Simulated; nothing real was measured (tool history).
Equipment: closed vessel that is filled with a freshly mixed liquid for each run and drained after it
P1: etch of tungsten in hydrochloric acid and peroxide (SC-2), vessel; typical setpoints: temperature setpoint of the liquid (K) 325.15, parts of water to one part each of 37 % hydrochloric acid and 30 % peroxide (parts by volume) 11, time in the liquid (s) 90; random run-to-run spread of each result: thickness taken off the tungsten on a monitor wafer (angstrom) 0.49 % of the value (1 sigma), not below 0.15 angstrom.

| run | hour | temperature setpoint of the liquid (K) | parts of water to one part each of 37 % hydrochloric acid and 30 % peroxide (parts by volume) | time in the liquid (s) | hours since the thermometer was replaced | hours since the chemicals flow meter was replaced | hours since the drum of peroxide was connected | thickness taken off the tungsten on a monitor wafer (angstrom) |
|---|---|---|---|---|---|---|---|---|
| 1 | 13.5 | 325.15 | 11 | 90 | 954.4 | 344.2 | 289.0 | 118.730 |
| 2 | 21.7 | 325.15 | 20 | 90 | 962.6 | 352.4 | 297.2 | 69.718 |
|  | 32.9 | thermometer replaced |
| 3 | 34.9 | 325.15 | 11 | 180 | 2.0 | 365.6 | 310.4 | 237.130 |
| 4 | 53.3 | 325.15 | 11 | 90 | 20.4 | 384.0 | 328.8 | 119.120 |
| 5 | 68.7 | 336.65 | 11 | 30 | 35.8 | 399.4 | 344.2 | 82.454 |
|  | 81.6 | chemicals flow meter replaced |
| 6 | 84.1 | 325.15 | 11 | 90 | 51.2 | 2.5 | 359.6 | 118.960 |
| 7 | 98.5 | 310.65 | 4 | 90 | 65.6 | 16.9 | 374.0 | 94.010 |
| 8 | 115.6 | 334.15 | 11 | 90 | 82.7 | 34.0 | 391.1 | 210.660 |
| 9 | 134.2 | 325.15 | 11 | 30 | 101.3 | 52.6 | 409.7 | 39.465 |
| 10 | 149.0 | 325.15 | 4 | 90 | 116.1 | 67.4 | 424.5 | 257.400 |
| 11 | 160.7 | 310.65 | 11 | 135 | 127.8 | 79.1 | 436.2 | 65.578 |
| 12 | 173.6 | 312.15 | 11 | 90 | 140.7 | 92.0 | 449.1 | 48.589 |
| 13 | 188.4 | 325.15 | 11 | 90 | 155.5 | 106.8 | 463.9 | 118.720 |
| 14 | 204.5 | 325.15 | 11 | 90 | 171.6 | 122.9 | 480.0 | 118.200 |
| 15 | 219.4 | 325.15 | 11 | 90 | 186.5 | 137.8 | 494.9 | 122.850 |
| 16 | 233.6 | 325.15 | 11 | 90 | 200.7 | 152.0 | 509.1 | 124.140 |
| 17 | 242.8 | 325.15 | 11 | 90 | 209.9 | 161.2 | 518.3 | 126.560 |
| 18 | 260.7 | 325.15 | 11 | 90 | 227.8 | 179.1 | 536.2 | 127.040 |
| 19 | 274.4 | 325.15 | 11 | 90 | 241.5 | 192.8 | 549.9 | 127.070 |
| 20 | 291.8 | 325.15 | 11 | 90 | 258.9 | 210.2 | 567.3 | 126.080 |

Something has made what P1 gives creep away from where it was; the 2 causes below, each at its own stated size, fit the log equally well:
A: chemicals flow above the setpoint (%) = 9.18
B: liquid hotter than its thermometer reads (K) = 1.13
Onset of the creep was near hour 204.5.
Every other cause this tool's parts could produce, and why it does not fit the log:
peroxide weaker than its label (%): can reach only 8, and even then thickness taken off the tungsten on a monitor wafer (angstrom) would move by -7.4 %, too little or the wrong way

Below are 4 check runs, each averaged over 3 wafers, with their results shown as question marks. Which of them would give clearly different results depending on which cause is behind the drift?
| check 1 | 309.2 | 317.65 | 4.0 | 90 |  |  |  | ? |
| check 2 | 309.2 | 318.65 | 11.0 | 40 |  |  |  | ? |
| check 3 | 309.2 | 325.15 | 11.0 | 30 |  |  |  | ? |
| check 4 | 309.2 | 325.15 | 18.5 | 90 |  |  |  | ? |

If the cause were each of the candidates in turn, the checks would give the following:
| check | result | if A | if B |
|---|---|---|---|
| check 1 | thickness taken off the tungsten on a monitor wafer (angstrom) | 163.810 | 167.140 |
| check 2 | thickness taken off the tungsten on a monitor wafer (angstrom) | 36.583 | 36.708 |
| check 3 | thickness taken off the tungsten on a monitor wafer (angstrom) | 42.467 | 42.481 |
| check 4 | thickness taken off the tungsten on a monitor wafer (angstrom) | 81.205 | 80.818 |
Smallest distance between any two causes, each pair judged by its most separating result, in per cent: check 1 2.01 %; check 2 0.34 %; check 3 0.04 %; check 4 0.48 %
Check 1 distinguishes between the causes, while the remaining checks would return nearly the same result for all of them.

The results of check 1 are: thickness taken off the tungsten on a monitor wafer (angstrom) 167.100. Based on these, which of the listed causes is it?

The correct cause is B, namely: liquid hotter than its thermometer reads (K).
